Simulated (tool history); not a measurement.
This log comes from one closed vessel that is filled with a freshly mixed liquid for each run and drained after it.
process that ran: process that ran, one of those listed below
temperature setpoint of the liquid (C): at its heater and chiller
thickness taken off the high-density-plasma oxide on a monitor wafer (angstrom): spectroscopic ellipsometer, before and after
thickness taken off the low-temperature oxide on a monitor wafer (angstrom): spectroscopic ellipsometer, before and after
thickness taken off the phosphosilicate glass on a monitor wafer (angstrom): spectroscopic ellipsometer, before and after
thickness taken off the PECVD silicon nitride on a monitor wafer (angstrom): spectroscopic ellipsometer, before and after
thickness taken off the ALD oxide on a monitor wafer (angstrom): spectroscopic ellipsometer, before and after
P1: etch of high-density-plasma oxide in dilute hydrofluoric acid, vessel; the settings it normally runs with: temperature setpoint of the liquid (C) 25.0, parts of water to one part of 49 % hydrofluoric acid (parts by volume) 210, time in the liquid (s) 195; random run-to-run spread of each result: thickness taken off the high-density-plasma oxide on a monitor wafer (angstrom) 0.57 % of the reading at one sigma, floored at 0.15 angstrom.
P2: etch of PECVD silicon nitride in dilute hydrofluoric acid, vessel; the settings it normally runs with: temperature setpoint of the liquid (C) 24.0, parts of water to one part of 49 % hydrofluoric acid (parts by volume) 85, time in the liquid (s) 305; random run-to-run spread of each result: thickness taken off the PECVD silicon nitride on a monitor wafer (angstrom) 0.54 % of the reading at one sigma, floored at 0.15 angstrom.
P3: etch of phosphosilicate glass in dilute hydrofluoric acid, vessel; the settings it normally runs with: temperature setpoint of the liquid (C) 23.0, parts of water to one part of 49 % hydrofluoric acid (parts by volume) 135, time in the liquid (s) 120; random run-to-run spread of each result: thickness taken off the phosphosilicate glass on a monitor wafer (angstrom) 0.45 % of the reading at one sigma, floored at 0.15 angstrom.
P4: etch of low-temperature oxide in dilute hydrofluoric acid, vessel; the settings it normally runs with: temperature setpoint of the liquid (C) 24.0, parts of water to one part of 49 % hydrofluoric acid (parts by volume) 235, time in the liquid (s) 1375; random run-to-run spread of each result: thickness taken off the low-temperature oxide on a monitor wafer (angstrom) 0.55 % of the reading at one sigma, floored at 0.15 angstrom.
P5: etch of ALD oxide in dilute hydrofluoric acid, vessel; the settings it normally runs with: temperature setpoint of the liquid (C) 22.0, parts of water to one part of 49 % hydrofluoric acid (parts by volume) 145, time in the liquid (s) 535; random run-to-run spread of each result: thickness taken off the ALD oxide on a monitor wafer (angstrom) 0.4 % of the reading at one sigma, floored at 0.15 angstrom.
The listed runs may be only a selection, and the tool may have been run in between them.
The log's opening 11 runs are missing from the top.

run   hour  process that ran  temperature setpoint of the liquid (C)  parts of water to one part of 49 % hydrofluoric acid (parts by volume)  time in the liquid (s)  hours since the thermometer was replaced  hours since the hydrofluoric acid flow meter was replaced  thickness taken off the high-density-plasma oxide on a monitor wafer (angstrom)  thickness taken off the low-temperature oxide on a monitor wafer (angstrom)  thickness taken off the phosphosilicate glass on a monitor wafer (angstrom)  thickness taken off the PECVD silicon nitride on a monitor wafer (angstrom)  thickness taken off the ALD oxide on a monitor wafer (angstrom)
 12  156.5                P1                                    25.0                                                                     210                     195                                     446.1                                                      437.5                                                                           57.542
 13  165.0                P3                                    23.0                                                                     135                     175                                     454.6                                                      446.0                                                                                                                                                                                                                                     758.43
 14  181.2                P3                                    23.0                                                                     215                     120                                     470.8                                                      462.2                                                                                                                                                                                                                                     299.79
 15  190.4                P4                                    30.5                                                                     235                    1375                                     480.0                                                      471.4                                                                                                                                                        747.75
 16  203.6                P1                                    25.0                                                                     210                      60                                     493.2                                                      484.6                                                                           17.769
 17  218.3                P5                                    22.0                                                                     255                     535                                     507.9                                                      499.3                                                                                                                                                                                                                                                                                                                                                                                  156.890
 18  232.5                P1                                    20.5                                                                      85                     195                                     522.1                                                      513.5                                                                          136.890
 19  243.3                P4                                    24.0                                                                     235                    1375                                     532.9                                                      524.3                                                                                                                                                        597.55
 20  260.7                P3                                    23.0                                                                     135                     120                                     550.3                                                      541.7                                                                                                                                                                                                                                     521.23
 21  269.0                P4                                    24.0                                                                     405                    1375                                     558.6                                                      550.0                                                                                                                                                        295.95
 22  282.1                P5                                    22.0                                                                     145                     115                                     571.7                                                      563.1                                                                                                                                                                                                                                                                                                                                                                                   66.469
     284.4  -- hydrofluoric acid flow meter replaced
 23  292.3                P2                                    24.0                                                                      50                     305                                     581.9                                                        7.9                                                                                                                                                                                                                                                                                                                  339.92
 24  306.0                P2                                    24.0                                                                      85                     570                                     595.6                                                       21.6                                                                                                                                                                                                                                                                                                                  373.24
 25  317.4                P5                                    22.0                                                                     145                     535                                     607.0                                                       33.0                                                                                                                                                                                                                                                                                                                                                                                  310.860
 26  326.7                P3                                    23.0                                                                     135                     120                                     616.3                                                       42.3                                                                                                                                                                                                                                     514.63
 27  335.8                P5                                    17.0                                                                     145                     535                                     625.4                                                       51.4                                                                                                                                                                                                                                                                                                                                                                                  253.770
 28  349.7                P1                                    25.0                                                                     210                     195                                     639.3                                                       65.3                                                                           58.026
 29  360.6                P1                                    25.0                                                                     350                     195                                     650.2                                                       76.2                                                                           30.329

Run 30 is up next; what results do you expect?
 30  375.9                P2                                    17.0                                                                      85                     305                                     665.5                                                       91.5                                                                                                                                                                                                                                                                                                                       ?

{"run 30": {"thickness taken off the PECVD silicon nitride on a monitor wafer (angstrom)": 125.95}}

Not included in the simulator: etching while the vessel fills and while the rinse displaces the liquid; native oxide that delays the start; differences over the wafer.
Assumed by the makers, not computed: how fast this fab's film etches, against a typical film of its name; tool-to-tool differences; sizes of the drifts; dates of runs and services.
